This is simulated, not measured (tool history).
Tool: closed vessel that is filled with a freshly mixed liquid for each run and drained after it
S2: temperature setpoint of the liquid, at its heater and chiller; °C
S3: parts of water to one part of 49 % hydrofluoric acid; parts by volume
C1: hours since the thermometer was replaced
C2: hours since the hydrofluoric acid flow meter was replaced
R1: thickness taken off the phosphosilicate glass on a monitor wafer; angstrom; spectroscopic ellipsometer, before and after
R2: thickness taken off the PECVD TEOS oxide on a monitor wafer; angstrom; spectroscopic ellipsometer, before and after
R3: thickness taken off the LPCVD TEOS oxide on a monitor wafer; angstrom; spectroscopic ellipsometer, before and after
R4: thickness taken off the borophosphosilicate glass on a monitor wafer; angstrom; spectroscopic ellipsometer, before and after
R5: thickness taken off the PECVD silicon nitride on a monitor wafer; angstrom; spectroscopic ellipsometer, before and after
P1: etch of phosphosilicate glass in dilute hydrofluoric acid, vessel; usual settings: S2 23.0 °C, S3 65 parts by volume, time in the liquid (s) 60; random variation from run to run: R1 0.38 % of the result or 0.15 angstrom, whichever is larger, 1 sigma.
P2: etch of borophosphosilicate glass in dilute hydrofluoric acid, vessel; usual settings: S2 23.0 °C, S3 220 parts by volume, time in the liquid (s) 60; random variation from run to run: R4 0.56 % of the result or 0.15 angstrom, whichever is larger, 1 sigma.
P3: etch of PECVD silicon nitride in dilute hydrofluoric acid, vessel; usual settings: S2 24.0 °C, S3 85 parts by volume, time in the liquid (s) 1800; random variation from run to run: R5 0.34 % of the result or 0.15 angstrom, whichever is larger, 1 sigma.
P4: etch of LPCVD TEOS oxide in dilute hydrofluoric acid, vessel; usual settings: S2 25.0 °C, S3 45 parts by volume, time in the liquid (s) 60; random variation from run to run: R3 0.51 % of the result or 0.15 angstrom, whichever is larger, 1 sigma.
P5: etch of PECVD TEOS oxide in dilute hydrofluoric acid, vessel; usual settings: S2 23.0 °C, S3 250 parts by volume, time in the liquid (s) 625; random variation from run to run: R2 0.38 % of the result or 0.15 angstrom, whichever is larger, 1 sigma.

{"run": 1, "hour": 13.7, "process that ran": "P1", "S2": 23.0, "S3": 65, "time in the liquid (s)": 60, "C1": 697.7, "C2": 358.0, "R1": 1440.5}
{"run": 2, "hour": 22.9, "process that ran": "P5", "S2": 23.0, "S3": 250, "time in the liquid (s)": 1240, "C1": 706.9, "C2": 367.2, "R2": 1008.5}
{"run": 3, "hour": 31.1, "process that ran": "P4", "S2": 25.0, "S3": 45, "time in the liquid (s)": 60, "C1": 715.1, "C2": 375.4, "R3": 852.15}
{"run": 4, "hour": 41.3, "process that ran": "P1", "S2": 23.0, "S3": 65, "time in the liquid (s)": 60, "C1": 725.3, "C2": 385.6, "R1": 1443.9}
{"run": 5, "hour": 54.4, "process that ran": "P4", "S2": 25.0, "S3": 80, "time in the liquid (s)": 60, "C1": 738.4, "C2": 398.7, "R3": 454.39}
{"run": 6, "hour": 61.9, "process that ran": "P1", "S2": 23.0, "S3": 20, "time in the liquid (s)": 60, "C1": 745.9, "C2": 406.2, "R1": 4998.2}
{"run": 7, "hour": 69.3, "process that ran": "P2", "S2": 23.0, "S3": 50, "time in the liquid (s)": 60, "C1": 753.3, "C2": 413.6, "R4": 452.52}
{"run": 8, "hour": 78.3, "process that ran": "P1", "S2": 18.5, "S3": 65, "time in the liquid (s)": 60, "C1": 762.3, "C2": 422.6, "R1": 1199.6}
{"run": 9, "hour": 93.8, "process that ran": "P3", "S2": 24.0, "S3": 85, "time in the liquid (s)": 1800, "C1": 777.8, "C2": 438.1, "R5": 387.61}
{"run": 10, "hour": 107.2, "process that ran": "P5", "S2": 17.0, "S3": 250, "time in the liquid (s)": 625, "C1": 791.2, "C2": 451.5, "R2": 407.83}
{"run": 11, "hour": 121.7, "process that ran": "P5", "S2": 23.0, "S3": 50, "time in the liquid (s)": 625, "C1": 805.7, "C2": 466.0, "R2": 3191.3}
{"run": 12, "hour": 136.5, "process that ran": "P5", "S2": 23.0, "S3": 250, "time in the liquid (s)": 625, "C1": 820.5, "C2": 480.8, "R2": 511.54}
{"run": 13, "hour": 145.0, "process that ran": "P1", "S2": 23.0, "S3": 65, "time in the liquid (s)": 90, "C1": 829.0, "C2": 489.3, "R1": 2182.8}
{"run": 14, "hour": 156.0, "process that ran": "P1", "S2": 23.0, "S3": 100, "time in the liquid (s)": 60, "C1": 840.0, "C2": 500.3, "R1": 895.59}
{"run": 15, "hour": 170.8, "process that ran": "P1", "S2": 27.0, "S3": 65, "time in the liquid (s)": 60, "C1": 854.8, "C2": 515.1, "R1": 1703.5}
{"run": 16, "hour": 184.9, "process that ran": "P5", "S2": 23.0, "S3": 250, "time in the liquid (s)": 625, "C1": 868.9, "C2": 529.2, "R2": 509.04}
{"run": 17, "hour": 194.1, "process that ran": "P1", "S2": 23.0, "S3": 65, "time in the liquid (s)": 60, "C1": 878.1, "C2": 538.4, "R1": 1447.8}
{"run": 18, "hour": 209.6, "process that ran": "P1", "S2": 23.0, "S3": 65, "time in the liquid (s)": 60, "C1": 893.6, "C2": 553.9, "R1": 1452.9}
{"run": 19, "hour": 220.9, "process that ran": "P4", "S2": 25.0, "S3": 45, "time in the liquid (s)": 30, "C1": 904.9, "C2": 565.2, "R3": 423.39}
{"run": 20, "hour": 234.3, "process that ran": "P1", "S2": 23.0, "S3": 65, "time in the liquid (s)": 60, "C1": 918.3, "C2": 578.6, "R1": 1443.2}
{"run": 21, "hour": 248.5, "process that ran": "P3", "S2": 17.5, "S3": 85, "time in the liquid (s)": 1800, "C1": 932.5, "C2": 592.8, "R5": 249.38}
{"run": 22, "hour": 258.9, "process that ran": "P1", "S2": 18.0, "S3": 25, "time in the liquid (s)": 60, "C1": 942.9, "C2": 603.2, "R1": 3190.7}
{"run": 23, "hour": 273.1, "process that ran": "P2", "S2": 23.0, "S3": 220, "time in the liquid (s)": 85, "C1": 957.1, "C2": 617.4, "R4": 119.87}
{"run": 24, "hour": 285.9, "process that ran": "P1", "S2": 23.0, "S3": 65, "time in the liquid (s)": 60, "C1": 969.9, "C2": 630.2, "R1": 1447.8}
{"run": 25, "hour": 297.2, "process that ran": "P3", "S2": 24.0, "S3": 145, "time in the liquid (s)": 1800, "C1": 981.2, "C2": 641.5, "R5": 227.75}
{"run": 26, "hour": 308.9, "process that ran": "P1", "S2": 23.0, "S3": 65, "time in the liquid (s)": 30, "C1": 992.9, "C2": 653.2, "R1": 724.32}
{"run": 27, "hour": 323.5, "process that ran": "P4", "S2": 18.5, "S3": 45, "time in the liquid (s)": 60, "C1": 1007.5, "C2": 667.8, "R3": 648.36}
{"run": 28, "hour": 330.3, "process that ran": "P3", "S2": 24.0, "S3": 85, "time in the liquid (s)": 580, "C1": 1014.3, "C2": 674.6, "R5": 124.69}
{"run": 29, "hour": 337.4, "process that ran": "P2", "S2": 31.5, "S3": 220, "time in the liquid (s)": 60, "C1": 1021.4, "C2": 681.7, "R4": 115.25}
{"run": 30, "hour": 347.6, "process that ran": "P4", "S2": 25.0, "S3": 45, "time in the liquid (s)": 60, "C1": 1031.6, "C2": 691.9, "R3": 850.85}
{"run": 31, "hour": 358.2, "process that ran": "P2", "S2": 23.0, "S3": 220, "time in the liquid (s)": 60, "C1": 1042.2, "C2": 702.5, "R4": 85.403}
{"run": 32, "hour": 370.8, "process that ran": "P2", "S2": 23.0, "S3": 220, "time in the liquid (s)": 60, "C1": 1054.8, "C2": 715.1, "R4": 85.593}
{"run": 33, "hour": 383.9, "process that ran": "P1", "S2": 23.0, "S3": 65, "time in the liquid (s)": 60, "C1": 1067.9, "C2": 728.2, "R1": 1454.5}
{"run": 34, "hour": 398.4, "process that ran": "P1", "S2": 23.0, "S3": 65, "time in the liquid (s)": 60, "C1": 1082.4, "C2": 742.7, "R1": 1401.0}
{"run": 35, "hour": 412.3, "process that ran": "P1", "S2": 23.0, "S3": 65, "time in the liquid (s)": 60, "C1": 1096.3, "C2": 756.6, "R1": 1372.0}
{"run": 36, "hour": 427.7, "process that ran": "P1", "S2": 23.0, "S3": 65, "time in the liquid (s)": 60, "C1": 1111.7, "C2": 772.0, "R1": 1359.5}
{"run": 37, "hour": 443.2, "process that ran": "P1", "S2": 23.0, "S3": 65, "time in the liquid (s)": 60, "C1": 1127.2, "C2": 787.5, "R1": 1346.6}
{"run": 38, "hour": 454.1, "process that ran": "P1", "S2": 23.0, "S3": 65, "time in the liquid (s)": 60, "C1": 1138.1, "C2": 798.4, "R1": 1338.9}
{"run": 39, "hour": 461.6, "process that ran": "P1", "S2": 23.0, "S3": 65, "time in the liquid (s)": 60, "C1": 1145.6, "C2": 805.9, "R1": 1332.2}
{"run": 40, "hour": 472.3, "process that ran": "P1", "S2": 23.0, "S3": 65, "time in the liquid (s)": 60, "C1": 1156.3, "C2": 816.6, "R1": 1340.1}
{"run": 41, "hour": 483.5, "process that ran": "P1", "S2": 23.0, "S3": 65, "time in the liquid (s)": 60, "C1": 1167.5, "C2": 827.8, "R1": 1340.2}
{"run": 42, "hour": 491.8, "process that ran": "P1", "S2": 23.0, "S3": 65, "time in the liquid (s)": 60, "C1": 1175.8, "C2": 836.1, "R1": 1331.7}
{"run": 43, "hour": 507.1, "process that ran": "P1", "S2": 23.0, "S3": 65, "time in the liquid (s)": 60, "C1": 1191.1, "C2": 851.4, "R1": 1332.2}

What P1 gives has crept away from where it was. These 2 causes fit the log equally well, each at the size given:
A: hydrofluoric acid flow below the setpoint (%) = 7.11
B: liquid colder than its thermometer reads (K) = 1.94
The creep began at about hour 383.9.

4 check runs are offered, one wafer each, their results left as question marks. Which one tells the causes apart?
{"run": "check 1", "hour": 522.4, "process that ran": "P2", "S2": 29.0, "S3": 100, "time in the liquid (s)": 60, "R4": "?"}
{"run": "check 2", "hour": 522.4, "process that ran": "P3", "S2": 18.0, "S3": 85, "time in the liquid (s)": 1800, "R5": "?"}
{"run": "check 3", "hour": 522.4, "process that ran": "P5", "S2": 23.0, "S3": 100, "time in the liquid (s)": 625, "R2": "?"}
{"run": "check 4", "hour": 522.4, "process that ran": "P4", "S2": 25.0, "S3": 60, "time in the liquid (s)": 30, "R3": "?"}

What each check would give under each cause:
check=check_1 result=R4 if_A=248.200 if_B=250.730
check=check_2 result=R5 if_A=239.43 if_B=224.51
check=check_3 result=R2 if_A=1381.80 if_B=1388.20
check=check_4 result=R3 if_A=289.05 if_B=289.24
How far apart the two closest causes lie, in the result that separates them most: check 1 1.01 %; check 2 6.43 %; check 3 0.46 %; check 4 0.07 %
Check 2 tells the causes apart: in the others they would give nearly the same result.

Check 2 was then run and gave: R5 223.80 angstrom. Which cause is it?

It is B: liquid colder than its thermometer reads (K).
